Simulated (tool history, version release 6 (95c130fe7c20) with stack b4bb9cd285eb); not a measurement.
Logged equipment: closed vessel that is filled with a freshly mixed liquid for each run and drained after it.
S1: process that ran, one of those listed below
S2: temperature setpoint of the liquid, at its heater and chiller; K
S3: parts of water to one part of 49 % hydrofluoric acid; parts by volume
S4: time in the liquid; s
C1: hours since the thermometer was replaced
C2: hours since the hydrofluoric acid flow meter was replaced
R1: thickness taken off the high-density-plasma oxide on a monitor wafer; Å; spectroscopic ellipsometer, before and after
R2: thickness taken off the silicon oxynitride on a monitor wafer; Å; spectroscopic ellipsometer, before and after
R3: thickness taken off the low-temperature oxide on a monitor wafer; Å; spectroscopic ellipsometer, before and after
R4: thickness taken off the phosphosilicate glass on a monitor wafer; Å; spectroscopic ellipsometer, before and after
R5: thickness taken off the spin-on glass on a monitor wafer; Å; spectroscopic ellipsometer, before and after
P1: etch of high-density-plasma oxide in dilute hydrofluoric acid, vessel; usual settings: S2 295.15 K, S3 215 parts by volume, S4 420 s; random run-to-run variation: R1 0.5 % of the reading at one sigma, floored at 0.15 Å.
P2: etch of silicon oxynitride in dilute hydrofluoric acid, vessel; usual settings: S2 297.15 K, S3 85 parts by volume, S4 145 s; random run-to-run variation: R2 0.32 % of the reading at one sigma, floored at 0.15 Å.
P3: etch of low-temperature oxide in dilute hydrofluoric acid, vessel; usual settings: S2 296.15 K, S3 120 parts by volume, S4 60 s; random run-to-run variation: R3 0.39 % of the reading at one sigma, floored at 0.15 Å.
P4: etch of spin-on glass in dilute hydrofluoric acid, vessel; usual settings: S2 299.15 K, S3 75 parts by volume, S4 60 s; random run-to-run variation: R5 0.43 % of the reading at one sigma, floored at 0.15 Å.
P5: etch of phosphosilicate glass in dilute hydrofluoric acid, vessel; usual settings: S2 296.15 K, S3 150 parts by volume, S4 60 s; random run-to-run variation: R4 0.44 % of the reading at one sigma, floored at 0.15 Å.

Run 1, hour 7.2: S1 P1, S2 295.15 K, S3 215 parts by volume, S4 420 s; C1 823.2; C2 302.8. Result: R1 95.574 Å.
Run 2, hour 13.5: S1 P1, S2 295.15 K, S3 345 parts by volume, S4 230 s; C1 829.5; C2 309.1. Result: R1 28.837 Å.
Run 3, hour 20.7: S1 P2, S2 301.65 K, S3 85 parts by volume, S4 145 s; C1 836.7; C2 316.3. Result: R2 92.425 Å.
Run 4, hour 26.9: S1 P3, S2 296.15 K, S3 120 parts by volume, S4 105 s; C1 842.9; C2 322.5. Result: R3 211.780 Å.
Run 5, hour 34.1: S1 P1, S2 290.15 K, S3 215 parts by volume, S4 420 s; C1 850.1; C2 329.7. Result: R1 79.490 Å.
Run 6, hour 41.0: S1 P1, S2 295.15 K, S3 215 parts by volume, S4 420 s; C1 857.0; C2 336.6. Result: R1 96.939 Å.
Run 7, hour 46.7: S1 P1, S2 295.15 K, S3 395 parts by volume, S4 420 s; C1 862.7; C2 342.3. Result: R1 44.498 Å.
Run 8, hour 52.7: S1 P1, S2 295.15 K, S3 130 parts by volume, S4 420 s; C1 868.7; C2 348.3. Result: R1 174.110 Å.
Run 9, hour 60.2: S1 P5, S2 296.15 K, S3 150 parts by volume, S4 110 s; C1 876.2; C2 355.8. Result: R4 719.86 Å.
Run 10, hour 64.9: S1 P4, S2 299.15 K, S3 75 parts by volume, S4 60 s; C1 880.9; C2 360.5. Result: R5 281.07 Å.
Run 11, hour 72.2: S1 P1, S2 300.65 K, S3 215 parts by volume, S4 420 s; C1 888.2; C2 367.8. Result: R1 116.650 Å.
Run 12, hour 75.5: S1 P3, S2 296.15 K, S3 195 parts by volume, S4 60 s; C1 891.5; C2 371.1. Result: R3 68.571 Å.
Run 13, hour 79.8: S1 P1, S2 295.15 K, S3 215 parts by volume, S4 100 s; C1 895.8; C2 375.4. Result: R1 23.052 Å.
Run 14, hour 83.2: S1 P1, S2 295.15 K, S3 215 parts by volume, S4 420 s; C1 899.2; C2 378.8. Result: R1 95.709 Å.
Run 15, hour 87.4: S1 P4, S2 299.15 K, S3 75 parts by volume, S4 60 s; C1 903.4; C2 383.0. Result: R5 275.62 Å.
Run 16, hour 93.1: S1 P4, S2 299.15 K, S3 130 parts by volume, S4 60 s; C1 909.1; C2 388.7. Result: R5 148.06 Å.
Run 17, hour 100.3: S1 P2, S2 297.15 K, S3 85 parts by volume, S4 145 s; C1 916.3; C2 395.9. Result: R2 74.645 Å.
Run 18, hour 105.9: S1 P1, S2 295.15 K, S3 215 parts by volume, S4 420 s; C1 921.9; C2 401.5. Result: R1 96.422 Å.
Run 19, hour 111.7: S1 P5, S2 296.15 K, S3 150 parts by volume, S4 60 s; C1 927.7; C2 407.3. Result: R4 395.97 Å.
Run 20, hour 117.7: S1 P2, S2 297.15 K, S3 85 parts by volume, S4 145 s; C1 933.7; C2 413.3. Result: R2 75.044 Å.
Run 21, hour 125.0: S1 P2, S2 297.15 K, S3 85 parts by volume, S4 240 s; C1 941.0; C2 420.6. Result: R2 124.430 Å.
Run 22, hour 130.3: S1 P5, S2 296.15 K, S3 265 parts by volume, S4 60 s; C1 946.3; C2 425.9. Result: R4 198.23 Å.
Run 23, hour 135.0: S1 P1, S2 295.15 K, S3 215 parts by volume, S4 655 s; C1 951.0; C2 430.6. Result: R1 149.880 Å.
Run 24, hour 140.1: S1 P1, S2 290.15 K, S3 70 parts by volume, S4 420 s; C1 956.1; C2 435.7. Result: R1 280.650 Å.
Run 25, hour 143.5: S1 P5, S2 296.15 K, S3 150 parts by volume, S4 60 s; C1 959.5; C2 439.1. Result: R4 393.65 Å.
Run 26, hour 147.0: S1 P5, S2 300.15 K, S3 150 parts by volume, S4 60 s; C1 963.0; C2 442.6. Result: R4 457.06 Å.
Run 27, hour 152.7: S1 P3, S2 292.65 K, S3 120 parts by volume, S4 60 s; C1 968.7; C2 448.3. Result: R3 104.600 Å.
Run 28, hour 160.4: S1 P1, S2 295.15 K, S3 215 parts by volume, S4 420 s; C1 976.4; C2 456.0. Result: R1 95.879 Å.
Run 29, hour 164.5: S1 P4, S2 303.65 K, S3 75 parts by volume, S4 60 s; C1 980.5; C2 460.1. Result: R5 329.03 Å.
Run 30, hour 169.6: S1 P1, S2 295.15 K, S3 215 parts by volume, S4 420 s; C1 985.6; C2 465.2. Result: R1 95.965 Å.
Run 31, hour 176.2: S1 P3, S2 296.15 K, S3 120 parts by volume, S4 60 s; C1 992.2; C2 471.8. Result: R3 122.120 Å.
Run 32, hour 182.5: S1 P3, S2 296.15 K, S3 120 parts by volume, S4 60 s; C1 998.5; C2 478.1. Result: R3 120.470 Å.
Run 33, hour 186.9: S1 P2, S2 297.15 K, S3 30 parts by volume, S4 145 s; C1 1002.9; C2 482.5. Result: R2 221.690 Å.
Run 34, hour 193.2: S1 P4, S2 299.15 K, S3 75 parts by volume, S4 30 s; C1 1009.2; C2 488.8. Result: R5 139.21 Å.
Run 35, hour 197.2: S1 P1, S2 295.15 K, S3 215 parts by volume, S4 420 s; C1 1013.2; C2 492.8. Result: R1 95.973 Å.
Run 36, hour 204.4: S1 P1, S2 295.15 K, S3 215 parts by volume, S4 420 s; C1 1020.4; C2 500.0. Result: R1 99.676 Å.
Run 37, hour 211.1: S1 P1, S2 295.15 K, S3 215 parts by volume, S4 420 s; C1 1027.1; C2 506.7. Result: R1 101.370 Å.
Run 38, hour 216.1: S1 P1, S2 295.15 K, S3 215 parts by volume, S4 420 s; C1 1032.1; C2 511.7. Result: R1 101.910 Å.
Run 39, hour 220.6: S1 P1, S2 295.15 K, S3 215 parts by volume, S4 420 s; C1 1036.6; C2 516.2. Result: R1 102.090 Å.
Run 40, hour 224.6: S1 P1, S2 295.15 K, S3 215 parts by volume, S4 420 s; C1 1040.6; C2 520.2. Result: R1 103.870 Å.
Run 41, hour 228.8: S1 P1, S2 295.15 K, S3 215 parts by volume, S4 420 s; C1 1044.8; C2 524.4. Result: R1 102.970 Å.
Run 42, hour 233.4: S1 P1, S2 295.15 K, S3 215 parts by volume, S4 420 s; C1 1049.4; C2 529.0. Result: R1 103.910 Å.
Run 43, hour 237.8: S1 P1, S2 295.15 K, S3 215 parts by volume, S4 420 s; C1 1053.8; C2 533.4. Result: R1 103.050 Å.
Run 44, hour 243.3: S1 P1, S2 295.15 K, S3 215 parts by volume, S4 420 s; C1 1059.3; C2 538.9. Result: R1 104.810 Å.
Run 45, hour 248.8: S1 P1, S2 295.15 K, S3 215 parts by volume, S4 420 s; C1 1064.8; C2 544.4. Result: R1 104.230 Å.

Something has made what P1 gives creep away from where it was; the 2 causes below, each at its own stated size, fit the log equally well:
A: hydrofluoric acid flow above the setpoint (%) = 6.56
B: liquid hotter than its thermometer reads (K) = 2.09
At approximately hour 197.2, the process output began to creep.

Of the 4 check runs listed below, each run on one wafer and each result written as a question mark, which would let you distinguish the listed causes because they would give clearly different results?
Run check 1, hour 254.3: S1 P4, S2 303.15 K, S3 75 parts by volume, S4 60 s. Result: R5 ?.
Run check 2, hour 254.3: S1 P2, S2 297.15 K, S3 60 parts by volume, S4 200 s. Result: R2 ?.
Run check 3, hour 254.3: S1 P5, S2 296.15 K, S3 265 parts by volume, S4 95 s. Result: R4 ?.
Run check 4, hour 254.3: S1 P3, S2 296.15 K, S3 170 parts by volume, S4 60 s. Result: R3 ?.

What each check would give under each cause:
  check  result     if A     if B
check 1      R5   348.49   351.64
check 2      R2  159.670  165.180
check 3      R4   339.86   337.96
check 4      R3   87.051   87.376
Gap, in per cent, between the two causes that each check separates least, read from the result that separates them most: check 1 0.9 %; check 2 3.39 %; check 3 0.56 %; check 4 0.37 %
The other checks would show nearly matching results whichever cause is true, so check 2 is the only one that separates the causes.

Running check 2 produced the following: R2 160.540 Å. Which one of the listed causes fits?

The cause is A: hydrofluoric acid flow above the setpoint (%).
